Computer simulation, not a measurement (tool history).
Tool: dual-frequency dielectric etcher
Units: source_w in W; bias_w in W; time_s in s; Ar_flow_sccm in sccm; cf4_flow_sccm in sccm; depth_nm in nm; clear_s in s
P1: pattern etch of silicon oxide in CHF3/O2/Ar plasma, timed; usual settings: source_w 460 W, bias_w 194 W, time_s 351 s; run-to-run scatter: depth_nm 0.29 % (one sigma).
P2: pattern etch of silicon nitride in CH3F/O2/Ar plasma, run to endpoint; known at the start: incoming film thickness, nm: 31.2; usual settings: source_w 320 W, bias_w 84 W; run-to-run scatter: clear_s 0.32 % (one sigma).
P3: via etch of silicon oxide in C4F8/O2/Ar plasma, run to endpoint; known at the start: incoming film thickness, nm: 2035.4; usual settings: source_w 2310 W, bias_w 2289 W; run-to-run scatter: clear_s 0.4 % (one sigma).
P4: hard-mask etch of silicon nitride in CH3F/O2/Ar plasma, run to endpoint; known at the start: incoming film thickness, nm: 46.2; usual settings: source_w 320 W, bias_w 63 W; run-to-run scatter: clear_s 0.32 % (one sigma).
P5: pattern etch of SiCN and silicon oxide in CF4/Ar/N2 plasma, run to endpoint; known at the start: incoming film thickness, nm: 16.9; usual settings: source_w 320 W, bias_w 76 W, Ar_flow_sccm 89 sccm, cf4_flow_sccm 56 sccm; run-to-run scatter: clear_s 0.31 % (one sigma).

run   hour  process  source_w  bias_w  time_s  Ar_flow_sccm  cf4_flow_sccm  hours since the last wet clean  hours since the last source power generator calibration  hours since the last bias power generator calibration  depth_nm  clear_s
  1   16.5       P1       460     194     351                                                        365.9                                                   1714.1                                                  907.7    645.84
  2   23.9       P1       460     194     351                                                        373.3                                                   1721.5                                                  915.1    647.89
  3   32.2       P1       460     239     351                                                        381.6                                                   1729.8                                                  923.4    696.37
  4   48.9       P1       460     144     351                                                        398.3                                                   1746.5                                                  940.1    588.23
  5   61.9       P5       440      76                    89             56                           411.3                                                   1759.5                                                  953.1             19.833
  6   77.7       P1       460     194     351                                                        427.1                                                   1775.3                                                  968.9    649.78
  7   85.3       P1       460     194   194.5                                                        434.7                                                   1782.9                                                  976.5    357.87
  8   92.8       P1       460     194     351                                                        442.2                                                   1790.4                                                    984    645.07
  9  103.4       P5       320      76                    89             56                           452.8                                                     1801                                                  994.6             26.321
 10  114.9       P1       460     194   450.5                                                        464.3                                                   1812.5                                                 1006.1    833.64
 11  127.2       P3      3230    2289                                                                476.6                                                   1824.8                                                 1018.4             309.68
 12    142       P5       320      76                    89             77                           491.4                                                   1839.6                                                 1033.2             25.138
 13  149.6       P2       320     107                                                                  499                                                   1847.2                                                 1040.8             41.758
 14  163.1       P1       580     162     351                                                        512.5                                                   1860.7                                                 1054.3     661.3
 15  172.2       P5       320      49                    89             56                           521.6                                                   1869.8                                                 1063.4              30.56
 16  182.8       P3      2310    3082                                                                532.2                                                   1880.4                                                   1074             324.24
 17  198.7       P1       660     194     351                                                        548.1                                                   1896.3                                                 1089.9    744.42
 18  206.6       P1       460     194     351                                                          556                                                   1904.2                                                 1097.8     644.2
 19    215       P4       320      63                                                                564.4                                                   1912.6                                                 1106.2             77.888
 20  227.7       P2       320      84                                                                577.1                                                   1925.3                                                 1118.9              45.63
 21  244.4       P5       320      76                    64             56                           593.8                                                     1942                                                 1135.6             25.092
 22  252.8       P2       410      84                                                                602.2                                                   1950.4                                                   1144             41.551
 23  268.8       P4       320      47                                                                618.2                                                   1966.4                                                   1160             85.804
 24  280.7       P3      2310    2289                                                                630.1                                                   1978.3                                                 1171.9             355.55
 25  293.8       P4       410      63                                                                643.2                                                   1991.4                                                   1185             70.712
 26  310.5       P1       360     194     351                                                        659.9                                                   2008.1                                                 1201.7    587.92
 27  323.5       P1       460     194     351                                                        672.9                                                   2021.1                                                 1214.7    646.81
 28  338.7       P1       460     194     351                                                        688.1                                                   2036.3                                                 1229.9    641.99
 29  351.2       P1       460     194     351                                                        700.6                                                   2048.8                                                 1242.4    642.77
 30  362.4       P1       460     194     351                                                        711.8                                                     2060                                                 1253.6    636.61
 31  376.2       P1       460     194     351                                                        725.6                                                   2073.8                                                 1267.4    640.74
     379.7  -- wet clean of the chamber
 32  386.3       P1       460     194     351                                                          6.6                                                   2083.9                                                 1277.5    640.67
 33  401.7       P1       460     194     351                                                           22                                                   2099.3                                                 1292.9    639.01
 34  409.5       P1       460     194     351                                                         29.8                                                   2107.1                                                 1300.7    636.76
 35  417.6       P1       460     194     351                                                         37.9                                                   2115.2                                                 1308.8    642.54
 36  429.7       P1       460     194     351                                                           50                                                   2127.3                                                 1320.9    635.07
 37  443.2       P1       460     194     351                                                         63.5                                                   2140.8                                                 1334.4    639.05
 38  458.2       P1       460     194     351                                                         78.5                                                   2155.8                                                 1349.4     641.3

What P1 gives has crept away from where it was. These 2 causes fit the log equally well, each at the size given:
A: source power that arrives under what is set, % = 3.74
B: bias power that arrives under what is set, % = 4.08
The creep began at about hour 323.5.
Why every other cause is out:
chamber walls in a state that lowers the etch rate, %: serviced at hour 379.7, which brought nothing back

4 check runs are offered, each on 2 wafers whose results are averaged, their results left as question marks. Which one tells the causes apart?
check 1  473.2       P4       410      63                                                                                                                                                                                                       ?
check 2  473.2       P2       410     106                                                                                                                                                                                                       ?
check 3  473.2       P3      3200    2965                                                                                                                                                                                                       ?
check 4  473.2       P5       430      51                    89             56                                                                                                                                                                  ?

What each check would give under each cause:
  check   result    if A    if B
check 1  clear_s   71.95  71.889
check 2  clear_s  38.705  38.753
check 3  clear_s  293.11  292.36
check 4  clear_s  23.998  23.506
How far apart the two closest causes lie, in the result that separates them most: check 1 0.09 %; check 2 0.12 %; check 3 0.26 %; check 4 2.07 %
Only check 4 tells the causes apart: in the others they would give nearly the same result.

Check 4 was then run and gave: clear_s 23.964 s. Which cause is it?

It is A: source power that arrives under what is set, %.
